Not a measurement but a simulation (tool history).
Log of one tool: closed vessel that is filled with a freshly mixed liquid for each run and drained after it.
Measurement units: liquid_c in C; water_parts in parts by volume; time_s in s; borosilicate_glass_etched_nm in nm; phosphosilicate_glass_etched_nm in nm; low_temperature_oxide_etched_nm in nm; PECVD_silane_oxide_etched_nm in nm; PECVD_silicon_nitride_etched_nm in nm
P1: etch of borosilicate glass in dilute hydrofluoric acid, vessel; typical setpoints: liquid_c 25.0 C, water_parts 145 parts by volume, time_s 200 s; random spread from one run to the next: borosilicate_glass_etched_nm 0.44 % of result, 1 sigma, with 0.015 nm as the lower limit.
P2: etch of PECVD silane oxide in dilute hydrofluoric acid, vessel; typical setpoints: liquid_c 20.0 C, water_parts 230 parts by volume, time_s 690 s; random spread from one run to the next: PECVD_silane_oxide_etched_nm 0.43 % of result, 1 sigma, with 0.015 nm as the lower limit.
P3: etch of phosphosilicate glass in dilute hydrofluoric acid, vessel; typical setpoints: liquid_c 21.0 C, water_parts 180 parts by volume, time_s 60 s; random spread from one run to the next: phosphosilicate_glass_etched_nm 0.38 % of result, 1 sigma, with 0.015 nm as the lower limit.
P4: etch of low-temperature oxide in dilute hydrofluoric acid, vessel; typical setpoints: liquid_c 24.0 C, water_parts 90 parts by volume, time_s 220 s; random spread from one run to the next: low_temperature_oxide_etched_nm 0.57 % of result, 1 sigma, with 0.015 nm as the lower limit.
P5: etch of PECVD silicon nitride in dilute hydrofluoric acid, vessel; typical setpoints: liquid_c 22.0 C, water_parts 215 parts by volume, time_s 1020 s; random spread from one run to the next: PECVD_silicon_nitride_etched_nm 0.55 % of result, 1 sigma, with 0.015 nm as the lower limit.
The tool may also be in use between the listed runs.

run	hour	process	liquid_c	water_parts	time_s	hours since the thermometer was replaced	hours since the hydrofluoric acid flow meter was replaced	borosilicate_glass_etched_nm	phosphosilicate_glass_etched_nm	low_temperature_oxide_etched_nm	PECVD_silane_oxide_etched_nm	PECVD_silicon_nitride_etched_nm
1	7.1	P1	25.0	145	200	436.2	612.8	44.668				
2	15.2	P3	21.0	180	60	444.3	620.9		40.998			
3	29.9	P3	17.0	180	60	459.0	635.6		35.293			
4	43.0	P1	25.0	235	300	472.1	648.7	37.714				
5	56.7	P4	24.0	90	100	485.8	662.4			20.322		
6	65.3	P1	25.0	145	75	494.4	671.0	16.916				
7	76.0	P2	17.0	230	690	505.1	681.7				33.718	
8	86.5	P4	28.0	90	220	515.6	692.2			53.191		
9	96.7	P1	25.0	145	200	525.8	702.4	45.205				
10	108.1	P2	20.0	230	690	537.2	713.8				37.488	
11	116.3	P4	24.0	90	220	545.4	722.0			45.110		
12	130.2	P1	32.5	145	200	559.3	735.9	58.949				
13	138.8	P5	22.0	215	1540	567.9	744.5					13.5890
14	148.8	P4	24.0	90	220	577.9	754.5			44.929		
15	163.5	P1	17.5	145	200	592.6	769.2	33.208				
16	172.0	P2	20.0	230	1325	601.1	777.7				71.963	
17	185.2	P1	25.0	145	335	614.3	790.9	74.636				
18	193.5	P1	25.0	145	200	622.6	799.2	45.067				
19	202.8	P1	25.0	145	200	631.9	808.5	44.777				
20	217.3	P2	20.0	420	690	646.4	823.0				17.435	
21	224.9	P4	24.0	45	220	654.0	830.6			96.024		
22	233.8	P1	25.0	145	200	662.9	839.5	45.259				
23	241.9	P5	22.0	215	1020	671.0	847.6					9.0778
24	256.7	P3	21.0	180	90	685.8	862.4		61.471			
25	266.5	P1	25.0	200	200	695.6	872.2	30.667				
26	281.2	P5	17.0	215	1020	710.3	886.9					6.4901
27	290.4	P1	25.0	35	200	719.5	896.1	214.890				
28	298.2	P5	22.0	305	1020	727.3	903.9					6.4626
29	309.7	P1	25.0	145	200	738.8	915.4	45.043				
30	324.3	P1	19.0	145	390	753.4	930.0	69.881				
31	336.7	P3	21.0	300	60	765.8	942.4		21.901			
32	345.3	P1	25.0	145	200	774.4	951.0	44.875				
33	357.5	P1	25.0	145	200	786.6	963.2	43.080				
34	364.4	P1	25.0	145	200	793.5	970.1	42.784				
35	379.3	P1	25.0	145	200	808.4	985.0	42.159				
36	393.7	P1	25.0	145	200	822.8	999.4	41.597				
37	403.1	P1	25.0	145	200	832.2	1008.8	41.633				
38	412.8	P1	25.0	145	200	841.9	1018.5	41.563				

What P1 gives has crept away from where it was. These 2 causes fit the log equally well, each at the size given:
A: liquid colder than its thermometer reads (K) = 2.04
B: hydrofluoric acid flow below the setpoint (%) = 6.44
Creep in the process output first set in at about hour 345.3.

The check runs listed below each take one wafer, and their results are still question marks. Under which run would the listed causes lead to clearly different results?
check 1	422.5	P3	21.0	180	60				?			
check 2	422.5	P2	20.0	230	690						?	
check 3	422.5	P4	24.0	90	220					?		
check 4	422.5	P5	22.0	215	1020							?

Outcome of each check run for each possible cause:
check	result	if A	if B
check 1	phosphosilicate_glass_etched_nm	37.990	38.011
check 2	PECVD_silane_oxide_etched_nm	34.631	34.520
check 3	low_temperature_oxide_etched_nm	41.406	41.737
check 4	PECVD_silicon_nitride_etched_nm	7.9214	8.4680
Per check, the gap between the least separated pair of causes, taken in the result that splits them most: check 1 0.05 %; check 2 0.32 %; check 3 0.8 %; check 4 6.67 %
Only check 4 tells the causes apart: in the others they would give nearly the same result.

Check 4 was carried out, with these results: PECVD_silicon_nitride_etched_nm 8.5625 nm. Which of the listed causes is responsible?

The correct cause is B, namely: hydrofluoric acid flow below the setpoint (%).

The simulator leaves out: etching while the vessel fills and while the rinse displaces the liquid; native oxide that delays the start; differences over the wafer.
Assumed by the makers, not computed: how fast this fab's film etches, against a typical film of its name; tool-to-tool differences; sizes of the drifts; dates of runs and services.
